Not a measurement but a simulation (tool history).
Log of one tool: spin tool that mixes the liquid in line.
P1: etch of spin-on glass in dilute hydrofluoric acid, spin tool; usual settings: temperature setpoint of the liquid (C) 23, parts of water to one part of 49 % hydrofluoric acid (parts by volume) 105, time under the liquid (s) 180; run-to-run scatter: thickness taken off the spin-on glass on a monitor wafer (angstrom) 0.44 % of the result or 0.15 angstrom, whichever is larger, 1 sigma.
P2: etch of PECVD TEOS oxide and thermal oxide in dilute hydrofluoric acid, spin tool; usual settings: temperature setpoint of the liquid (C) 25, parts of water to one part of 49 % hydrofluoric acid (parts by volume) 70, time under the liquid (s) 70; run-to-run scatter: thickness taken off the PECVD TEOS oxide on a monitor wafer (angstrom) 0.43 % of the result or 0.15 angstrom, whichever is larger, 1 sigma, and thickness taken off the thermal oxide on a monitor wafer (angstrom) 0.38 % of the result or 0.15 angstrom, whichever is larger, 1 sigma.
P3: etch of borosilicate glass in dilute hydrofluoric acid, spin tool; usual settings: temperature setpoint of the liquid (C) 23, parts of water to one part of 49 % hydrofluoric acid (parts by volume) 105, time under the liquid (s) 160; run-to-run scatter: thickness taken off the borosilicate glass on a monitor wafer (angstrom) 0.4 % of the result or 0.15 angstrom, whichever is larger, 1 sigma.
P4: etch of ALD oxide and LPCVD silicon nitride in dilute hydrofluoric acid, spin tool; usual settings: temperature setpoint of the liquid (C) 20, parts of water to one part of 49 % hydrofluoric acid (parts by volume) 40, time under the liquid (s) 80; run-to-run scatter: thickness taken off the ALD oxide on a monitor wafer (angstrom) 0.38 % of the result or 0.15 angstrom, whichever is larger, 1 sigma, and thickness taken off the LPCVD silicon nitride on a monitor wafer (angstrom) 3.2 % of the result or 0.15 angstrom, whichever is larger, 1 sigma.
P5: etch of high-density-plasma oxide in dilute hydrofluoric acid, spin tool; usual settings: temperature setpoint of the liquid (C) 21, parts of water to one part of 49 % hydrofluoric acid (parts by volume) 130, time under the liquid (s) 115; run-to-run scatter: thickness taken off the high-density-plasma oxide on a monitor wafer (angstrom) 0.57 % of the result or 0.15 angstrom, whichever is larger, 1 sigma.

| run | hour | process that ran | temperature setpoint of the liquid (C) | parts of water to one part of 49 % hydrofluoric acid (parts by volume) | time under the liquid (s) | hours since the thermometer was replaced | hours since the hydrofluoric acid flow meter was replaced | thickness taken off the spin-on glass on a monitor wafer (angstrom) | thickness taken off the high-density-plasma oxide on a monitor wafer (angstrom) | thickness taken off the PECVD TEOS oxide on a monitor wafer (angstrom) | thickness taken off the thermal oxide on a monitor wafer (angstrom) | thickness taken off the borosilicate glass on a monitor wafer (angstrom) | thickness taken off the ALD oxide on a monitor wafer (angstrom) | thickness taken off the LPCVD silicon nitride on a monitor wafer (angstrom) |
|---|---|---|---|---|---|---|---|---|---|---|---|---|---|---|
| 1 | 12.4 | P1 | 23 | 105 | 180 | 350.8 | 945.4 | 348.17 |  |  |  |  |  |  |
| 2 | 30 | P5 | 21 | 130 | 185 | 368.4 | 963 |  | 113.14 |  |  |  |  |  |
| 3 | 45.4 | P1 | 23 | 150 | 180 | 383.8 | 978.4 | 232.49 |  |  |  |  |  |  |
| 4 | 59.6 | P1 | 18.5 | 105 | 180 | 398 | 992.6 | 290.42 |  |  |  |  |  |  |
| 5 | 69.8 | P1 | 23 | 30 | 180 | 408.2 | 1002.8 | 1340.6 |  |  |  |  |  |  |
| 6 | 80.2 | P1 | 23 | 105 | 180 | 418.6 | 1013.2 | 350.14 |  |  |  |  |  |  |
| 7 | 93.1 | P1 | 23 | 105 | 180 | 431.5 | 1026.1 | 349.02 |  |  |  |  |  |  |
| 8 | 103.1 | P2 | 25 | 70 | 70 | 441.5 | 1036.1 |  |  | 231.54 | 51.054 |  |  |  |
| 9 | 119.9 | P1 | 28.5 | 105 | 180 | 458.3 | 1052.9 | 434.12 |  |  |  |  |  |  |
| 10 | 136.3 | P1 | 23 | 105 | 180 | 474.7 | 1069.3 | 346.12 |  |  |  |  |  |  |
| 11 | 149.6 | P3 | 23 | 185 | 160 | 488 | 1082.6 |  |  |  |  | 169.7 |  |  |
| 12 | 163.6 | P1 | 29 | 155 | 180 | 502 | 1096.6 | 279.26 |  |  |  |  |  |  |
| 13 | 172.7 | P3 | 23 | 105 | 160 | 511.1 | 1105.7 |  |  |  |  | 326.04 |  |  |
| 14 | 190.4 | P1 | 23 | 25 | 260 | 528.8 | 1123.4 | 2342.4 |  |  |  |  |  |  |
| 15 | 207.7 | P4 | 20 | 40 | 20 | 546.1 | 1140.7 |  |  |  |  |  | 60.585 | 1.9383 |
| 16 | 222.2 | P1 | 23 | 105 | 180 | 560.6 | 1155.2 | 349.35 |  |  |  |  |  |  |
| 17 | 233.8 | P1 | 23 | 105 | 180 | 572.2 | 1166.8 | 349.61 |  |  |  |  |  |  |
| 18 | 245.4 | P5 | 28.5 | 130 | 115 | 583.8 | 1178.4 |  | 95.319 |  |  |  |  |  |
| 19 | 262.7 | P4 | 20 | 40 | 80 | 601.1 | 1195.7 |  |  |  |  |  | 241.64 | 7.956 |
| 20 | 279.2 | P2 | 25 | 20 | 70 | 617.6 | 1212.2 |  |  | 877.34 | 191.71 |  |  |  |
| 21 | 291 | P5 | 21 | 130 | 115 | 629.4 | 1224 |  | 70.283 |  |  |  |  |  |
| 22 | 308.5 | P4 | 20 | 40 | 80 | 646.9 | 1241.5 |  |  |  |  |  | 242.15 | 8.2153 |
| 23 | 323.1 | P5 | 21 | 215 | 115 | 661.5 | 1256.1 |  | 39.371 |  |  |  |  |  |
| 24 | 333.3 | P3 | 23 | 105 | 160 | 671.7 | 1266.3 |  |  |  |  | 326.5 |  |  |
| 25 | 349.6 | P2 | 21.5 | 70 | 70 | 688 | 1282.6 |  |  | 200.48 | 44.302 |  |  |  |
| 26 | 364.4 | P4 | 17 | 40 | 80 | 702.8 | 1297.4 |  |  |  |  |  | 214.16 | 6.7969 |
| 27 | 379.7 | P4 | 20 | 20 | 80 | 718.1 | 1312.7 |  |  |  |  |  | 497.55 | 15.532 |
| 28 | 397.6 | P3 | 28.5 | 105 | 160 | 736 | 1330.6 |  |  |  |  | 403.63 |  |  |
| 29 | 414.9 | P1 | 23 | 105 | 80 | 753.3 | 1347.9 | 155.1 |  |  |  |  |  |  |
| 30 | 423.3 | P2 | 25 | 70 | 70 | 761.7 | 1356.3 |  |  | 231.85 | 51.243 |  |  |  |
| 31 | 433.4 | P2 | 25 | 70 | 40 | 771.8 | 1366.4 |  |  | 132 | 29.076 |  |  |  |
| 32 | 445.7 | P5 | 21 | 130 | 115 | 784.1 | 1378.7 |  | 70.347 |  |  |  |  |  |
| 33 | 455.5 | P3 | 23 | 105 | 20 | 793.9 | 1388.5 |  |  |  |  | 40.505 |  |  |
| 34 | 465.5 | P1 | 23 | 105 | 290 | 803.9 | 1398.5 | 563.78 |  |  |  |  |  |  |
| 35 | 474.2 | P1 | 23 | 105 | 180 | 812.6 | 1407.2 | 348.99 |  |  |  |  |  |  |
| 36 | 492.2 | P1 | 23 | 105 | 180 | 830.6 | 1425.2 | 336.81 |  |  |  |  |  |  |
| 37 | 507.2 | P1 | 23 | 105 | 180 | 845.6 | 1440.2 | 330.45 |  |  |  |  |  |  |
| 38 | 522.4 | P1 | 23 | 105 | 180 | 860.8 | 1455.4 | 330.67 |  |  |  |  |  |  |
| 39 | 534.7 | P1 | 23 | 105 | 180 | 873.1 | 1467.7 | 326.52 |  |  |  |  |  |  |
| 40 | 544.1 | P1 | 23 | 105 | 180 | 882.5 | 1477.1 | 324.01 |  |  |  |  |  |  |
| 41 | 561.7 | P1 | 23 | 105 | 180 | 900.1 | 1494.7 | 323.61 |  |  |  |  |  |  |
| 42 | 578.7 | P1 | 23 | 105 | 180 | 917.1 | 1511.7 | 321.93 |  |  |  |  |  |  |
| 43 | 592.3 | P1 | 23 | 105 | 180 | 930.7 | 1525.3 | 322.78 |  |  |  |  |  |  |
| 44 | 610.6 | P1 | 23 | 105 | 180 | 949 | 1543.6 | 322.22 |  |  |  |  |  |  |
| 45 | 621 | P1 | 23 | 105 | 180 | 959.4 | 1554 | 321.1 |  |  |  |  |  |  |

What P1 gives has crept away from where it was. These 2 causes fit the log equally well, each at the size given:
A: liquid colder than its thermometer reads (K) = 2.06
B: hydrofluoric acid flow below the setpoint (%) = 7.04
The creep began at about hour 474.2.

4 check runs are offered, each on 5 wafers whose results are averaged, their results left as question marks. Which one tells the causes apart?
| check 1 | 631.4 | P2 | 25 | 70 | 70 |  |  |  |  | ? | ? |  |  |  |
| check 2 | 631.4 | P4 | 20 | 40 | 80 |  |  |  |  |  |  |  | ? | ? |
| check 3 | 631.4 | P5 | 21 | 130 | 115 |  |  |  | ? |  |  |  |  |  |
| check 4 | 631.4 | P3 | 23 | 105 | 160 |  |  |  |  |  |  | ? |  |  |

What each check would give under each cause:
| check | result | if A | if B |
|---|---|---|---|
| check 1 | thickness taken off the PECVD TEOS oxide on a monitor wafer (angstrom) | 213.09 | 213.84 |
| check 1 | thickness taken off the thermal oxide on a monitor wafer (angstrom) | 46.746 | 46.912 |
| check 2 | thickness taken off the ALD oxide on a monitor wafer (angstrom) | 221.75 | 224.46 |
| check 2 | thickness taken off the LPCVD silicon nitride on a monitor wafer (angstrom) | 6.9411 | 7.4745 |
| check 3 | thickness taken off the high-density-plasma oxide on a monitor wafer (angstrom) | 65.071 | 65.024 |
| check 4 | thickness taken off the borosilicate glass on a monitor wafer (angstrom) | 300.18 | 300.31 |
How far apart the two closest causes lie, in the result that separates them most: check 1 0.35 %; check 2 7.4 %; check 3 0.07 %; check 4 0.05 %
Check 2 tells the causes apart: in the others they would give nearly the same result.

Then check 2 was run and gave: thickness taken off the ALD oxide on a monitor wafer (angstrom) 224.37; thickness taken off the LPCVD silicon nitride on a monitor wafer (angstrom) 7.6833. Which cause is it?

It is B: hydrofluoric acid flow below the setpoint (%).

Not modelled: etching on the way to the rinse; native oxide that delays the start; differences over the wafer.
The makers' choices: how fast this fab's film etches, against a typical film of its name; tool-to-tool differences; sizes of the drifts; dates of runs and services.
